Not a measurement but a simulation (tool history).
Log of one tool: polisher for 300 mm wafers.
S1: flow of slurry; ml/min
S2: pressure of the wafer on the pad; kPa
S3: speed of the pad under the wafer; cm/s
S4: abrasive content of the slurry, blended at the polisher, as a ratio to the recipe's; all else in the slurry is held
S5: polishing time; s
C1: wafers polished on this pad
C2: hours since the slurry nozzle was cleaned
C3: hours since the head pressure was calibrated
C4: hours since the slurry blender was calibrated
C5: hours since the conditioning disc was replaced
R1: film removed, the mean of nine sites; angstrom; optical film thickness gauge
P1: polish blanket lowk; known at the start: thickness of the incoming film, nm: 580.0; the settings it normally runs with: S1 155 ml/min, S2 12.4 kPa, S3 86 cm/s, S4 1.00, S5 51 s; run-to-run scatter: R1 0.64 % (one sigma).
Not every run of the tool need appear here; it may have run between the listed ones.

Run 1, hour 5.2: S1 155 ml/min, S2 12.4 kPa, S3 86 cm/s, S4 1.00, S5 51 s; C1 185; C2 247.3; C3 620.1; C4 103.5; C5 284.7. Result: R1 181.970 angstrom.
Run 2, hour 9.8: S1 155 ml/min, S2 12.4 kPa, S3 86 cm/s, S4 1.00, S5 51 s; C1 246; C2 251.9; C3 624.7; C4 108.1; C5 289.3. Result: R1 181.940 angstrom.
Run 3, hour 14.4: S1 155 ml/min, S2 12.4 kPa, S3 86 cm/s, S4 1.40, S5 51 s; C1 306; C2 256.5; C3 629.3; C4 112.7; C5 293.9. Result: R1 208.490 angstrom.
Run 4, hour 19.3: S1 155 ml/min, S2 12.4 kPa, S3 86 cm/s, S4 1.00, S5 30 s; C1 370; C2 261.4; C3 634.2; C4 117.6; C5 298.8. Result: R1 109.290 angstrom.
Run 5, hour 26.7: S1 155 ml/min, S2 12.4 kPa, S3 86 cm/s, S4 0.55, S5 51 s; C1 467; C2 268.8; C3 641.6; C4 125.0; C5 306.2. Result: R1 132.530 angstrom.
Run 6, hour 31.6: S1 155 ml/min, S2 12.4 kPa, S3 136 cm/s, S4 1.00, S5 51 s; C1 531; C2 273.7; C3 646.5; C4 129.9; C5 311.1. Result: R1 263.080 angstrom.
Run 7, hour 39.4: S1 155 ml/min, S2 12.4 kPa, S3 86 cm/s, S4 1.00, S5 51 s; C1 633; C2 281.5; C3 654.3; C4 137.7; C5 318.9. Result: R1 181.610 angstrom.
Run 8, hour 48.9: S1 155 ml/min, S2 12.4 kPa, S3 86 cm/s, S4 1.00, S5 51 s; C1 757; C2 291.0; C3 663.8; C4 147.2; C5 328.4. Result: R1 182.660 angstrom.
Run 9, hour 56.8: S1 155 ml/min, S2 12.4 kPa, S3 86 cm/s, S4 1.00, S5 73 s; C1 861; C2 298.9; C3 671.7; C4 155.1; C5 336.3. Result: R1 261.080 angstrom.
Run 10, hour 66.7: S1 95 ml/min, S2 12.4 kPa, S3 86 cm/s, S4 1.00, S5 51 s; C1 990; C2 308.8; C3 681.6; C4 165.0; C5 346.2. Result: R1 165.210 angstrom.
Run 11, hour 72.0: S1 155 ml/min, S2 12.4 kPa, S3 86 cm/s, S4 1.00, S5 51 s; C1 1060; C2 314.1; C3 686.9; C4 170.3; C5 351.5. Result: R1 181.310 angstrom.
Run 12, hour 77.0: S1 155 ml/min, S2 12.4 kPa, S3 50 cm/s, S4 1.00, S5 51 s; C1 1125; C2 319.1; C3 691.9; C4 175.3; C5 356.5. Result: R1 117.750 angstrom.
At hour 80.7: conditioning disc replaced and pad reconditioned.
Run 13, hour 81.8: S1 205 ml/min, S2 12.4 kPa, S3 86 cm/s, S4 1.00, S5 51 s; C1 1188; C2 323.9; C3 696.7; C4 180.1; C5 1.1. Result: R1 189.840 angstrom.
Run 14, hour 88.5: S1 155 ml/min, S2 9.0 kPa, S3 62 cm/s, S4 1.00, S5 51 s; C1 1276; C2 330.6; C3 703.4; C4 186.8; C5 7.8. Result: R1 99.798 angstrom.
Run 15, hour 93.1: S1 155 ml/min, S2 9.0 kPa, S3 86 cm/s, S4 1.00, S5 51 s; C1 1336; C2 335.2; C3 708.0; C4 191.4; C5 12.4. Result: R1 131.840 angstrom.
Run 16, hour 98.3: S1 155 ml/min, S2 15.9 kPa, S3 86 cm/s, S4 1.00, S5 51 s; C1 1404; C2 340.4; C3 713.2; C4 196.6; C5 17.6. Result: R1 233.440 angstrom.
Run 17, hour 108.2: S1 155 ml/min, S2 12.4 kPa, S3 86 cm/s, S4 1.00, S5 51 s; C1 1534; C2 350.3; C3 723.1; C4 206.5; C5 27.5. Result: R1 183.100 angstrom.
Run 18, hour 116.2: S1 155 ml/min, S2 12.4 kPa, S3 86 cm/s, S4 1.00, S5 51 s; C1 1638; C2 358.3; C3 731.1; C4 214.5; C5 35.5. Result: R1 177.580 angstrom.
Run 19, hour 121.5: S1 155 ml/min, S2 12.4 kPa, S3 86 cm/s, S4 1.00, S5 51 s; C1 1708; C2 363.6; C3 736.4; C4 219.8; C5 40.8. Result: R1 175.470 angstrom.
Run 20, hour 130.5: S1 155 ml/min, S2 12.4 kPa, S3 86 cm/s, S4 1.00, S5 51 s; C1 1826; C2 372.6; C3 745.4; C4 228.8; C5 49.8. Result: R1 170.170 angstrom.
Run 21, hour 137.9: S1 155 ml/min, S2 12.4 kPa, S3 86 cm/s, S4 1.00, S5 51 s; C1 1923; C2 380.0; C3 752.8; C4 236.2; C5 57.2. Result: R1 170.750 angstrom.
At hour 140.9: worn pad replaced by a new one.
Run 22, hour 144.5: S1 155 ml/min, S2 12.4 kPa, S3 86 cm/s, S4 1.00, S5 51 s; C1 48; C2 386.6; C3 759.4; C4 242.8; C5 63.8. Result: R1 168.820 angstrom.
Run 23, hour 150.0: S1 155 ml/min, S2 12.4 kPa, S3 86 cm/s, S4 1.00, S5 51 s; C1 120; C2 392.1; C3 764.9; C4 248.3; C5 69.3. Result: R1 168.470 angstrom.
At hour 155.0: conditioning disc replaced and pad reconditioned.
Run 24, hour 155.8: S1 155 ml/min, S2 12.4 kPa, S3 86 cm/s, S4 1.00, S5 51 s; C1 196; C2 397.9; C3 770.7; C4 254.1; C5 0.9. Result: R1 167.870 angstrom.
At hour 158.3: slurry nozzle cleaned.
Run 25, hour 163.4: S1 155 ml/min, S2 12.4 kPa, S3 86 cm/s, S4 1.00, S5 51 s; C1 295; C2 5.2; C3 778.3; C4 261.7; C5 8.5. Result: R1 168.420 angstrom.
Run 26, hour 169.8: S1 155 ml/min, S2 12.4 kPa, S3 86 cm/s, S4 1.00, S5 51 s; C1 379; C2 11.6; C3 784.7; C4 268.1; C5 14.9. Result: R1 167.270 angstrom.
Run 27, hour 177.0: S1 155 ml/min, S2 12.4 kPa, S3 86 cm/s, S4 1.00, S5 51 s; C1 473; C2 18.8; C3 791.9; C4 275.3; C5 22.1. Result: R1 167.000 angstrom.
Run 28, hour 184.8: S1 155 ml/min, S2 12.4 kPa, S3 86 cm/s, S4 1.00, S5 51 s; C1 575; C2 26.6; C3 799.7; C4 283.1; C5 29.9. Result: R1 169.140 angstrom.

Compared with where it was, what P1 gives has crept away. Each cause listed below fits the log as well as the rest, at the size given for it:
A: head's pressure below its setpoint, % = 8.44
B: abrasive missing from the slurry, % = 16.9
Onset of the creep was near hour 108.2.
Each remaining cause and why it is not a fit:
removal rate lost through wear of the pad, %: serviced at hour 140.9, after the drift had started, without restoring the earlier output
slurry flow missing at the pad, %: serviced at hour 158.3, after the drift had started, without restoring the earlier output
time polished since the conditioner stopped cutting, s: serviced at hour 155.0, after the drift had started, without restoring the earlier output

You are offered 4 check runs, listed below with question marks in place of their results; each one averages 3 wafers. Which run separates the listed causes by giving clearly different results for each?
Run check 1, hour 192.6: S1 155 ml/min, S2 12.4 kPa, S3 86 cm/s, S4 1.00, S5 31 s. Result: R1 ?.
Run check 2, hour 192.6: S1 155 ml/min, S2 12.4 kPa, S3 86 cm/s, S4 0.55, S5 51 s. Result: R1 ?.
Run check 3, hour 192.6: S1 155 ml/min, S2 12.4 kPa, S3 86 cm/s, S4 1.20, S5 51 s. Result: R1 ?.
Run check 4, hour 192.6: S1 155 ml/min, S2 12.4 kPa, S3 124 cm/s, S4 1.00, S5 51 s. Result: R1 ?.

What every check run would give for each of its results, assuming each possible cause in turn:
  check  result     if A     if B
check 1      R1  101.560  101.530
check 2      R1  121.780  118.490
check 3      R1  180.770  182.240
check 4      R1  223.900  223.840
Separation of the two closest causes in each check, using whichever result separates them best: check 1 0.02 %; check 2 2.74 %; check 3 0.81 %; check 4 0.02 %
Check 2 tells the causes apart: in the others they would give nearly the same result.

Check 2 has now been run. It gave: R1 122.180 angstrom. Which of the candidate causes is it?

The correct cause is A, namely: head's pressure below its setpoint, %.
